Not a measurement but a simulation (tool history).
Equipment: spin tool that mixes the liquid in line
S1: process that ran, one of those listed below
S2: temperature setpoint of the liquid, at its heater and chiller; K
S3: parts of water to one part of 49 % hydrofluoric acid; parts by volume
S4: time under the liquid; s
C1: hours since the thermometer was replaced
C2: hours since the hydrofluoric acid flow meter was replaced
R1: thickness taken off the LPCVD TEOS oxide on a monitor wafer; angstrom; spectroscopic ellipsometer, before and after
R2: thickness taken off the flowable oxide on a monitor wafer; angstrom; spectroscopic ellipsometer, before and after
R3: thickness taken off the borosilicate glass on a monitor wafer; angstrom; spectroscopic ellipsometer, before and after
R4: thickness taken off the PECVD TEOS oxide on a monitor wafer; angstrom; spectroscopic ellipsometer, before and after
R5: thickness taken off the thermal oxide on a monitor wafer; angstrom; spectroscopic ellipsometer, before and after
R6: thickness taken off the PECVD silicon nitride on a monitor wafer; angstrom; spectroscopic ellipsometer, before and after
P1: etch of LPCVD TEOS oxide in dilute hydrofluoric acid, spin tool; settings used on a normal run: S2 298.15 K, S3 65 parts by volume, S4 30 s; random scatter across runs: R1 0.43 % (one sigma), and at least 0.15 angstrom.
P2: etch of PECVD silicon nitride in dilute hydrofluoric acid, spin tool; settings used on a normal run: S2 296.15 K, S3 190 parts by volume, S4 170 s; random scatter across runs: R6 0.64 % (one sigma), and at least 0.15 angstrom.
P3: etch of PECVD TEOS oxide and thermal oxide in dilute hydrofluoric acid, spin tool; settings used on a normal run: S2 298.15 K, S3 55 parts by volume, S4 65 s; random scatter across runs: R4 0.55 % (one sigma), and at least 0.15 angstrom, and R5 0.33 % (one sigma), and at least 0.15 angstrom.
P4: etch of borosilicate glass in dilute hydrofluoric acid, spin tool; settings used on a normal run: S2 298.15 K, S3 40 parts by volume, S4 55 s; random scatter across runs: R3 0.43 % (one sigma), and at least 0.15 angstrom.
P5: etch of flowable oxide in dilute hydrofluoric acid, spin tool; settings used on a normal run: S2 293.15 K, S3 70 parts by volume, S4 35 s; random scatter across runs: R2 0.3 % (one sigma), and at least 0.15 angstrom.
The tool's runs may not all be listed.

| run | hour | S1 | S2 | S3 | S4 | C1 | C2 | R1 | R2 | R3 | R4 | R5 | R6 |
|---|---|---|---|---|---|---|---|---|---|---|---|---|---|
| 1 | 8.0 | P1 | 298.15 | 65 | 30 | 908.7 | 143.6 | 120.310 |  |  |  |  |  |
| 2 | 20.5 | P5 | 293.15 | 95 | 35 | 921.2 | 156.1 |  | 98.454 |  |  |  |  |
| 3 | 32.3 | P1 | 298.15 | 105 | 30 | 933.0 | 167.9 | 70.845 |  |  |  |  |  |
| 4 | 40.8 | P1 | 298.15 | 30 | 15 | 941.5 | 176.4 | 137.370 |  |  |  |  |  |
| 5 | 53.8 | P4 | 298.15 | 40 | 55 | 954.5 | 189.4 |  |  | 300.03 |  |  |  |
|  | 57.8 | thermometer replaced |
| 6 | 65.9 | P1 | 292.65 | 65 | 30 | 8.2 | 201.5 | 95.575 |  |  |  |  |  |
| 7 | 78.3 | P1 | 298.15 | 65 | 30 | 20.6 | 213.9 | 120.520 |  |  |  |  |  |
| 8 | 93.4 | P3 | 298.15 | 25 | 65 | 35.7 | 229.0 |  |  |  | 258.93 | 138.660 |  |
| 9 | 101.8 | P3 | 298.15 | 55 | 65 | 44.1 | 237.4 |  |  |  | 113.95 | 60.427 |  |
| 10 | 108.9 | P1 | 298.15 | 65 | 30 | 51.2 | 244.5 | 120.330 |  |  |  |  |  |
| 11 | 122.0 | P4 | 298.15 | 40 | 55 | 64.3 | 257.6 |  |  | 299.83 |  |  |  |
| 12 | 137.4 | P3 | 302.65 | 55 | 65 | 79.7 | 273.0 |  |  |  | 136.15 | 72.332 |  |
| 13 | 145.7 | P2 | 296.15 | 190 | 170 | 88.0 | 281.3 |  |  |  |  |  | 46.600 |
| 14 | 159.9 | P1 | 298.15 | 100 | 50 | 102.2 | 295.5 | 126.120 |  |  |  |  |  |
| 15 | 168.8 | P5 | 293.15 | 70 | 60 | 111.1 | 304.4 |  | 236.960 |  |  |  |  |
| 16 | 182.1 | P4 | 293.65 | 40 | 55 | 124.4 | 317.7 |  |  | 250.06 |  |  |  |
| 17 | 195.8 | P1 | 298.15 | 65 | 30 | 138.1 | 331.4 | 120.920 |  |  |  |  |  |
| 18 | 208.3 | P2 | 296.15 | 70 | 170 | 150.6 | 343.9 |  |  |  |  |  | 124.550 |
| 19 | 222.9 | P2 | 290.15 | 190 | 170 | 165.2 | 358.5 |  |  |  |  |  | 31.325 |
| 20 | 234.7 | P1 | 298.15 | 65 | 15 | 177.0 | 370.3 | 60.394 |  |  |  |  |  |
| 21 | 249.1 | P1 | 294.65 | 20 | 30 | 191.4 | 384.7 | 360.850 |  |  |  |  |  |
| 22 | 257.3 | P1 | 302.65 | 65 | 30 | 199.6 | 392.9 | 144.770 |  |  |  |  |  |
| 23 | 269.9 | P3 | 298.15 | 55 | 65 | 212.2 | 405.5 |  |  |  | 112.39 | 60.541 |  |
| 24 | 277.9 | P1 | 298.15 | 65 | 30 | 220.2 | 413.5 | 120.700 |  |  |  |  |  |
| 25 | 292.7 | P4 | 298.15 | 20 | 55 | 235.0 | 428.3 |  |  | 616.86 |  |  |  |
| 26 | 307.2 | P1 | 298.15 | 65 | 30 | 249.5 | 442.8 | 120.960 |  |  |  |  |  |
| 27 | 322.4 | P5 | 293.15 | 70 | 35 | 264.7 | 458.0 |  | 137.910 |  |  |  |  |
| 28 | 335.1 | P4 | 298.15 | 40 | 95 | 277.4 | 470.7 |  |  | 517.38 |  |  |  |
| 29 | 347.6 | P1 | 298.15 | 65 | 45 | 289.9 | 483.2 | 180.820 |  |  |  |  |  |
| 30 | 359.2 | P5 | 293.15 | 70 | 35 | 301.5 | 494.8 |  | 138.220 |  |  |  |  |
| 31 | 374.1 | P1 | 298.15 | 20 | 30 | 316.4 | 509.7 | 417.590 |  |  |  |  |  |
| 32 | 387.3 | P5 | 298.15 | 70 | 35 | 329.6 | 522.9 |  | 169.370 |  |  |  |  |
| 33 | 398.6 | P2 | 296.15 | 190 | 265 | 340.9 | 534.2 |  |  |  |  |  | 72.498 |
| 34 | 407.5 | P3 | 298.15 | 55 | 100 | 349.8 | 543.1 |  |  |  | 173.99 | 92.318 |  |
| 35 | 422.6 | P1 | 298.15 | 65 | 30 | 364.9 | 558.2 | 120.590 |  |  |  |  |  |
| 36 | 433.2 | P1 | 298.15 | 65 | 30 | 375.5 | 568.8 | 117.030 |  |  |  |  |  |
| 37 | 445.3 | P1 | 298.15 | 65 | 30 | 387.6 | 580.9 | 115.340 |  |  |  |  |  |
| 38 | 453.3 | P1 | 298.15 | 65 | 30 | 395.6 | 588.9 | 113.250 |  |  |  |  |  |
| 39 | 466.4 | P1 | 298.15 | 65 | 30 | 408.7 | 602.0 | 112.960 |  |  |  |  |  |
| 40 | 478.9 | P1 | 298.15 | 65 | 30 | 421.2 | 614.5 | 111.710 |  |  |  |  |  |
| 41 | 488.8 | P1 | 298.15 | 65 | 30 | 431.1 | 624.4 | 111.460 |  |  |  |  |  |
| 42 | 500.2 | P1 | 298.15 | 65 | 30 | 442.5 | 635.8 | 111.490 |  |  |  |  |  |
| 43 | 511.5 | P1 | 298.15 | 65 | 30 | 453.8 | 647.1 | 110.250 |  |  |  |  |  |
| 44 | 520.6 | P1 | 298.15 | 65 | 30 | 462.9 | 656.2 | 111.560 |  |  |  |  |  |
| 45 | 535.8 | P1 | 298.15 | 65 | 30 | 478.1 | 671.4 | 110.670 |  |  |  |  |  |

P1 no longer gives what it gave before; its output has crept away from where it was. The following 2 causes, each at its listed size, fit the log equally well:
A: liquid colder than its thermometer reads (K) = 2.14
B: hydrofluoric acid flow below the setpoint (%) = 7.66
At approximately hour 422.6, the process output began to creep.

Listed below are the offered check runs, one wafer per run, with question marks in place of results. For which of them would the causes give clearly different outcomes?
| check 1 | 551.0 | P5 | 293.15 | 70 | 35 |  |  |  | ? |  |  |  |  |
| check 2 | 551.0 | P2 | 296.15 | 190 | 170 |  |  |  |  |  |  |  | ? |
| check 3 | 551.0 | P4 | 298.15 | 40 | 55 |  |  |  |  | ? |  |  |  |
| check 4 | 551.0 | P3 | 298.15 | 55 | 65 |  |  |  |  |  | ? | ? |  |

Predicted outcomes, by check and by cause:
| check | result | if A | if B |
|---|---|---|---|
| check 1 | R2 | 125.900 | 126.400 |
| check 2 | R6 | 40.436 | 42.934 |
| check 3 | R3 | 275.59 | 276.85 |
| check 4 | R4 | 103.04 | 103.24 |
| check 4 | R5 | 55.138 | 55.248 |
Minimum pairwise separation of causes per check, each pair taken at its best-separating result: check 1 0.4 %; check 2 6 %; check 3 0.45 %; check 4 0.2 %
Check 2 tells the causes apart: in the others they would give nearly the same result.

Running check 2 produced the following: R6 42.943 angstrom. Which one of the listed causes fits?

The correct cause is B, namely: hydrofluoric acid flow below the setpoint (%).
